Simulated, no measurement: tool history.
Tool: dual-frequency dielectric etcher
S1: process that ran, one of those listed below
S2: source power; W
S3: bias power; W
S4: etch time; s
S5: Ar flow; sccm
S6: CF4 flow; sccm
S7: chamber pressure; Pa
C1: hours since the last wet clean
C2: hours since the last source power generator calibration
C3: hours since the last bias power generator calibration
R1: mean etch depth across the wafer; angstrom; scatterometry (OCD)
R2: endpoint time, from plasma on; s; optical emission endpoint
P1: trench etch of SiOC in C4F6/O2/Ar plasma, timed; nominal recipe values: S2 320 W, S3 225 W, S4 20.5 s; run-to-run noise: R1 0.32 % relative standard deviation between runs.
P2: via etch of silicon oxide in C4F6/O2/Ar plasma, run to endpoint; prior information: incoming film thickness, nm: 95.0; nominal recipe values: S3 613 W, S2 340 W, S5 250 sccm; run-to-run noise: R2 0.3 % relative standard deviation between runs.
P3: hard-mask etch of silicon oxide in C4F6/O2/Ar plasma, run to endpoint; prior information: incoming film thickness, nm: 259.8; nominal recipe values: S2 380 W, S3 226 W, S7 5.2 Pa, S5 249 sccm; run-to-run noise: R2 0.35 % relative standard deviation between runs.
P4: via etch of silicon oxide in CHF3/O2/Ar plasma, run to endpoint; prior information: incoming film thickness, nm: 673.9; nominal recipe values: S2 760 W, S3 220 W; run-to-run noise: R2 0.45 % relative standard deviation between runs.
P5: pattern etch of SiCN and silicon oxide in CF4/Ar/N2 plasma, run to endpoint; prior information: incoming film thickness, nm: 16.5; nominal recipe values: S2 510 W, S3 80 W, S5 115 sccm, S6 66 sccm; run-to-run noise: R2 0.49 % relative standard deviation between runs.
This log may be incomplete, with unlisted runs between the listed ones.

run	hour	S1	S2	S3	S4	S5	S6	S7	C1	C2	C3	R1	R2
1	12.9	P1	320	225	20.5				64.7	563.5	713.1	420.78	
2	25.1	P1	320	225	28.5				76.9	575.7	725.3	586.83	
3	43	P2	470	613		250			94.8	593.6	743.2		17.696
4	57.9	P5	510	80		71	66		109.7	608.5	758.1		15.986
5	67.9	P4	760	220					119.7	618.5	768.1		292.19
6	81.4	P2	340	402		250			133.2	632	781.6		23.326
7	95.7	P3	380	226		249		5.2	147.5	646.3	795.9		78.019
8	104.4	P2	340	613		250			156.2	655	804.6		19.87
9	120.6	P4	520	220					172.4	671.2	820.8		333.67
10	137.8	P1	450	225	20.5				189.6	688.4	838	479.17	
11	151.8	P4	760	220					203.6	702.4	852		290.13
12	164.7	P3	380	226		249		4.1	216.5	715.3	864.9		75.376
13	178.1	P4	760	261					229.9	728.7	878.3		274.28
14	195.9	P1	410	142	20.5				247.7	746.5	896.1	402.52	
15	206.1	P1	320	163	20.5				257.9	756.7	906.3	379.74	
16	222.4	P3	380	226		198		5.2	274.2	773	922.6		75.422
17	231.1	P3	380	141		249		5.2	282.9	781.7	931.3		89.703
18	247.3	P1	320	293	20.5				299.1	797.9	947.5	463.49	
19	255.4	P1	320	225	20.5				307.2	806	955.6	421.95	
20	265	P5	650	80		115	66		316.8	815.6	965.2		14.008
21	277	P5	510	80		115	91		328.8	827.6	977.2		16.301
22	287.6	P2	340	613		147			339.4	838.2	987.8		18.803
23	303.5	P1	320	225	20.5				355.3	854.1	1003.7	421.65	
24	317.7	P5	510	98		115	66		369.5	868.3	1017.9		16.044
25	328.9	P1	240	225	20.5				380.7	879.5	1029.1	379.33	
26	342.4	P1	320	225	13				394.2	893	1042.6	266.68	
27	360.4	P1	270	225	30				412.2	911	1060.6	578.75	
28	376.2	P3	250	226		249		5.2	428	926.8	1076.4		90.703
29	390.1	P1	320	225	20.5				441.9	940.7	1090.3	419.99	
30	398.8	P1	320	225	20.5				450.6	949.4	1099	422.18	
31	416.2	P5	510	80		115	66		468	966.8	1116.4		17.074
32	425.8	P1	320	225	20.5				477.6	976.4	1126	420.82	
33	436.1	P1	320	225	20.5				487.9	986.7	1136.3	424.71	
34	449.6	P1	320	225	20.5				501.4	1000.2	1149.8	425.51	
35	465.4	P1	320	225	20.5				517.2	1016	1165.6	425.2	
36	478.6	P1	320	225	20.5				530.4	1029.2	1178.8	425.59	
# hour 480: wet clean of the chamber
37	489.6	P1	320	225	20.5				9.7	1040.2	1189.8	429	
38	501.2	P1	320	225	20.5				21.3	1051.8	1201.4	428.57	
39	511.5	P1	320	225	20.5				31.6	1062.1	1211.7	429.24	
40	528.8	P1	320	225	20.5				48.9	1079.4	1229	425.79	

Something has made what P1 gives creep away from where it was; the 2 causes below, each at its own stated size, fit the log equally well:
A: bias power that arrives over what is set, % = 4.85
B: source power that arrives over what is set, % = 4.27
Onset of the creep was near hour 425.8.
Excluded causes, each with its reason:
chamber walls in a state that raises the etch rate, %: work on it at hour 480, done after the drift set in, did not restore what the process gave before

Which of the 4 check runs listed below, each an average over 3 wafers with its results shown as question marks, gives clearly different results under the different listed causes?
check 1	546.1	P3	380	158		249		5.2					?
check 2	546.1	P2	450	613		250							?
check 3	546.1	P4	560	220									?
check 4	546.1	P5	580	80		115	66						?

What every check run would give for each of its results, assuming each possible cause in turn:
check	result	if A	if B
check 1	R2	85.752	85.603
check 2	R2	17.634	17.684
check 3	R2	321.8	322.08
check 4	R2	15.142	14.84
Distance between the nearest two causes, measured in the result of the check that separates them most: check 1 0.17 %; check 2 0.28 %; check 3 0.09 %; check 4 2.01 %
The other checks would show nearly matching results whichever cause is true, so check 4 is the only one that separates the causes.

With check 4 done, the readings were: R2 14.861 s. Identify which of the listed causes applies.

It is B: source power that arrives over what is set, %.

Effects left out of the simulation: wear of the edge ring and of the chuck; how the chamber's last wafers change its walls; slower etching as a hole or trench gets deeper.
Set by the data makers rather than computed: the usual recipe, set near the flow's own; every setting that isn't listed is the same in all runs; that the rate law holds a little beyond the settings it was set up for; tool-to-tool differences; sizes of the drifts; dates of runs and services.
